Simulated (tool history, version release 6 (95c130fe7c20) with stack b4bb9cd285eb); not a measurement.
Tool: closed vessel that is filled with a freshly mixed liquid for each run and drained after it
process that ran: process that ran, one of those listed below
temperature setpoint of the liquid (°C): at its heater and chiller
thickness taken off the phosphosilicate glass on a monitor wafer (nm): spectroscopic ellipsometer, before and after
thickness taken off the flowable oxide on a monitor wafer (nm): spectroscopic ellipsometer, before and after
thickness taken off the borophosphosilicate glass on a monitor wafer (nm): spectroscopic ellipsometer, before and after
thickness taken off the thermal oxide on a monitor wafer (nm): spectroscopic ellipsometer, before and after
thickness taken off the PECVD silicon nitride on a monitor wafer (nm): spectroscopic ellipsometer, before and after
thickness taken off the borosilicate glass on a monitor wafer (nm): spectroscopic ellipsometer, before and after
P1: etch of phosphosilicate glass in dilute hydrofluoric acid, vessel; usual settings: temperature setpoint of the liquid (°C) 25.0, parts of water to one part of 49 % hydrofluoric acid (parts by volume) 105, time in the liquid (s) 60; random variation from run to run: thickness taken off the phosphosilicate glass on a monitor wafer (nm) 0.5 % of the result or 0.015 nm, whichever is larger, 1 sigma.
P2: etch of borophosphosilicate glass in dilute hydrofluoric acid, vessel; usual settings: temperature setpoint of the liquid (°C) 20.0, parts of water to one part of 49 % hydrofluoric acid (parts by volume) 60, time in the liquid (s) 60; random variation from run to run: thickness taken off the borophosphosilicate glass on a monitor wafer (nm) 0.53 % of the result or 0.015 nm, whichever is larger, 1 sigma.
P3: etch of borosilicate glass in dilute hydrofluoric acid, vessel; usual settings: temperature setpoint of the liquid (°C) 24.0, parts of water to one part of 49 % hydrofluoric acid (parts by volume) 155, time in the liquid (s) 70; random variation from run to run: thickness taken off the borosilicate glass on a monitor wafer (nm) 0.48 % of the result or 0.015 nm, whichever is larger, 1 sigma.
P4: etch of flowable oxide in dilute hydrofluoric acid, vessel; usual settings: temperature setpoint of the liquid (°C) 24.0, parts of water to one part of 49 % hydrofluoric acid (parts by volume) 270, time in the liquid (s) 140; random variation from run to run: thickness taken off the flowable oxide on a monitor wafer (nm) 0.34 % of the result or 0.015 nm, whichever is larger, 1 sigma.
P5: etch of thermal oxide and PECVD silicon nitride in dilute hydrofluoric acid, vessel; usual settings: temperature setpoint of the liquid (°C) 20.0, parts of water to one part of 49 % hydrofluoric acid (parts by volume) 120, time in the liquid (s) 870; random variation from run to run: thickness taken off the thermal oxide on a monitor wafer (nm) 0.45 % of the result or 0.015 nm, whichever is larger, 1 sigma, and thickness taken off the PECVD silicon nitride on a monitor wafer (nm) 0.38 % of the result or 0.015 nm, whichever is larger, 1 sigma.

run,hour,process that ran,temperature setpoint of the liquid (°C),parts of water to one part of 49 % hydrofluoric acid (parts by volume),time in the liquid (s),thickness taken off the phosphosilicate glass on a monitor wafer (nm),thickness taken off the flowable oxide on a monitor wafer (nm),thickness taken off the borophosphosilicate glass on a monitor wafer (nm),thickness taken off the thermal oxide on a monitor wafer (nm),thickness taken off the PECVD silicon nitride on a monitor wafer (nm),thickness taken off the borosilicate glass on a monitor wafer (nm)
1,7.7,P1,25.0,105,60,105.330,,,,,
2,16.4,P1,25.0,105,30,52.786,,,,,
3,25.1,P4,24.0,270,245,,15.9660,,,,
4,31.3,P2,20.0,60,60,,,45.768,,,
5,38.6,P1,17.0,105,60,76.508,,,,,
6,45.6,P5,20.0,120,350,,,,10.973,12.126,
7,52.3,P2,20.0,105,60,,,24.631,,,
8,56.9,P4,28.5,270,140,,10.5890,,,,
9,60.7,P5,20.0,120,870,,,,27.066,29.835,
10,67.2,P1,32.5,105,115,269.680,,,,,
11,73.9,P3,24.0,155,70,,,,,,18.5540
12,78.9,P5,20.0,215,870,,,,13.766,16.991,
13,83.1,P5,20.0,120,870,,,,27.104,29.922,
14,87.5,P3,18.0,155,70,,,,,,14.8730
15,92.0,P2,20.0,60,60,,,45.826,,,
16,98.4,P1,25.0,105,60,104.910,,,,,
17,103.0,P1,25.0,105,120,212.890,,,,,
18,106.8,P1,25.0,45,60,269.220,,,,,
19,114.3,P1,25.0,105,60,105.450,,,,,
20,122.4,P1,25.0,105,60,105.880,,,,,
21,130.2,P4,24.0,270,140,,9.1518,,,,
22,136.8,P3,24.0,50,70,,,,,,66.0730
23,144.1,P1,29.5,105,60,126.260,,,,,
24,151.8,P2,20.0,60,30,,,22.913,,,
25,157.5,P3,24.0,155,30,,,,,,7.9284
26,165.9,P2,17.0,60,60,,,40.541,,,
27,171.5,P5,26.0,120,870,,,,34.314,44.623,
28,176.5,P1,25.0,165,60,62.235,,,,,
29,181.7,P3,24.0,155,70,,,,,,18.4960
30,189.0,P1,25.0,105,60,106.200,,,,,

Run 31 comes next. What will it give?
31,193.2,P4,24.0,75,140,,?,,,,

Run 31 gave thickness taken off the flowable oxide on a monitor wafer (nm) 41.0600.
